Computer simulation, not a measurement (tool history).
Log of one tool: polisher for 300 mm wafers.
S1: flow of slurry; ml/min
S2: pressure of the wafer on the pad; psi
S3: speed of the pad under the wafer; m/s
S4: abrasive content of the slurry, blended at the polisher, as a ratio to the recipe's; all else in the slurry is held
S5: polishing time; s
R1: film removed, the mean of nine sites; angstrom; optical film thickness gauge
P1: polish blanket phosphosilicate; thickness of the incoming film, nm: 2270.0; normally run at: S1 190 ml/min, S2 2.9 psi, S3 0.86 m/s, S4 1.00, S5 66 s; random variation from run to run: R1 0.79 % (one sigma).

{"run": 1, "day": 0.154, "S1": 190, "S2": 2.9, "S3": 0.86, "S4": 1.0, "S5": 66, "R1": 4731.0}
{"run": 2, "day": 0.396, "S1": 145, "S2": 1.7, "S3": 0.86, "S4": 1.0, "S5": 66, "R1": 2617.9}
{"run": 3, "day": 0.562, "S1": 190, "S2": 3.8, "S3": 0.86, "S4": 1.0, "S5": 66, "R1": 6124.5}
{"run": 4, "day": 0.754, "S1": 190, "S2": 2.9, "S3": 0.86, "S4": 1.0, "S5": 66, "R1": 4686.0}
{"run": 5, "day": 0.938, "S1": 190, "S2": 2.9, "S3": 0.86, "S4": 1.0, "S5": 66, "R1": 4666.3}
{"run": 6, "day": 1.146, "S1": 190, "S2": 2.9, "S3": 0.86, "S4": 1.0, "S5": 66, "R1": 4647.1}
{"run": 7, "day": 1.3, "S1": 190, "S2": 2.9, "S3": 0.86, "S4": 1.0, "S5": 66, "R1": 4693.5}
{"run": 8, "day": 1.488, "S1": 190, "S2": 2.9, "S3": 0.86, "S4": 1.25, "S5": 66, "R1": 5122.0}
{"run": 9, "day": 1.633, "S1": 250, "S2": 2.9, "S3": 1.14, "S4": 1.0, "S5": 66, "R1": 5930.5}
{"run": 10, "day": 1.867, "S1": 190, "S2": 2.9, "S3": 0.86, "S4": 1.0, "S5": 30, "R1": 2123.7}
{"run": 11, "day": 2.096, "S1": 190, "S2": 2.9, "S3": 1.24, "S4": 1.0, "S5": 66, "R1": 6240.7}
{"day": 2.246, "done": "worn pad replaced by a new one"}
{"run": 12, "day": 2.329, "S1": 135, "S2": 2.9, "S3": 0.86, "S4": 1.0, "S5": 66, "R1": 4420.9}
{"run": 13, "day": 2.571, "S1": 295, "S2": 2.9, "S3": 1.06, "S4": 1.0, "S5": 66, "R1": 5825.0}
{"day": 2.712, "done": "head pressure recalibrated"}
{"run": 14, "day": 2.742, "S1": 190, "S2": 2.9, "S3": 0.86, "S4": 1.0, "S5": 66, "R1": 4572.9}
{"run": 15, "day": 2.883, "S1": 190, "S2": 2.9, "S3": 0.86, "S4": 1.0, "S5": 94, "R1": 6644.9}
{"run": 16, "day": 3.0, "S1": 190, "S2": 2.9, "S3": 0.86, "S4": 0.5, "S5": 66, "R1": 3228.8}
{"run": 17, "day": 3.2, "S1": 295, "S2": 2.9, "S3": 0.86, "S4": 1.0, "S5": 66, "R1": 4935.5}
{"run": 18, "day": 3.329, "S1": 190, "S2": 2.9, "S3": 0.86, "S4": 1.0, "S5": 66, "R1": 4695.2}
{"run": 19, "day": 3.533, "S1": 190, "S2": 2.9, "S3": 0.46, "S4": 1.0, "S5": 66, "R1": 2838.6}
{"run": 20, "day": 3.771, "S1": 190, "S2": 2.1, "S3": 0.86, "S4": 1.0, "S5": 66, "R1": 3373.6}
{"run": 21, "day": 3.979, "S1": 190, "S2": 2.9, "S3": 0.86, "S4": 1.0, "S5": 66, "R1": 4666.5}
{"run": 22, "day": 4.117, "S1": 190, "S2": 2.9, "S3": 0.86, "S4": 1.0, "S5": 66, "R1": 4630.8}
{"run": 23, "day": 4.346, "S1": 190, "S2": 2.9, "S3": 0.86, "S4": 1.0, "S5": 66, "R1": 4467.3}
{"run": 24, "day": 4.596, "S1": 190, "S2": 2.9, "S3": 0.86, "S4": 1.0, "S5": 66, "R1": 4303.9}
{"day": 4.638, "done": "worn pad replaced by a new one"}
{"run": 25, "day": 4.767, "S1": 190, "S2": 2.9, "S3": 0.86, "S4": 1.0, "S5": 66, "R1": 4273.0}
{"day": 4.854, "done": "conditioning disc replaced and pad reconditioned"}
{"run": 26, "day": 4.95, "S1": 190, "S2": 2.9, "S3": 0.86, "S4": 1.0, "S5": 66, "R1": 4261.8}
{"run": 27, "day": 5.188, "S1": 190, "S2": 2.9, "S3": 0.86, "S4": 1.0, "S5": 66, "R1": 4269.8}
{"day": 5.238, "done": "slurry nozzle cleaned"}
{"run": 28, "day": 5.308, "S1": 190, "S2": 2.9, "S3": 0.86, "S4": 1.0, "S5": 66, "R1": 4240.8}
{"run": 29, "day": 5.471, "S1": 190, "S2": 2.9, "S3": 0.86, "S4": 1.0, "S5": 66, "R1": 4166.2}
{"run": 30, "day": 5.717, "S1": 190, "S2": 2.9, "S3": 0.86, "S4": 1.0, "S5": 66, "R1": 4287.9}

What P1 gives has crept away from where it was. These 2 causes fit the log equally well, each at the size given:
A: head's pressure below its setpoint, % = 9.25
B: abrasive missing from the slurry, % = 18.3
The creep began at about day 3.979.
Why every other cause is out:
removal rate lost through wear of the pad, %: serviced at day 4.638, which brought nothing back
slurry flow missing at the pad, %: serviced at day 5.238, which brought nothing back
time polished since the conditioner stopped cutting, s: serviced at day 4.854, which brought nothing back

4 check runs are offered, each on 5 wafers whose results are averaged, their results left as question marks. Which one tells the causes apart?
{"run": "check 1", "day": 5.962, "S1": 190, "S2": 2.1, "S3": 0.5, "S4": 1.0, "S5": 66, "R1": "?"}
{"run": "check 2", "day": 5.962, "S1": 285, "S2": 2.9, "S3": 0.86, "S4": 1.0, "S5": 66, "R1": "?"}
{"run": "check 3", "day": 5.962, "S1": 190, "S2": 2.9, "S3": 0.86, "S4": 0.55, "S5": 66, "R1": "?"}
{"run": "check 4", "day": 5.962, "S1": 290, "S2": 2.9, "S3": 1.24, "S4": 1.0, "S5": 66, "R1": "?"}

What each check would give under each cause:
check=check_1 result=R1 if_A=1986.2 if_B=1986.4
check=check_2 result=R1 if_A=4434.6 if_B=4435.1
check=check_3 result=R1 if_A=3085.3 if_B=2995.5
check=check_4 result=R1 if_A=5952.5 if_B=5953.1
How far apart the two closest causes lie, in the result that separates them most: check 1 0.01 %; check 2 0.01 %; check 3 2.95 %; check 4 0.01 %
Check 3 tells the causes apart: in the others they would give nearly the same result.

Check 3 was then run and gave: R1 2995.6 angstrom. Which cause is it?

It is B: abrasive missing from the slurry, %.
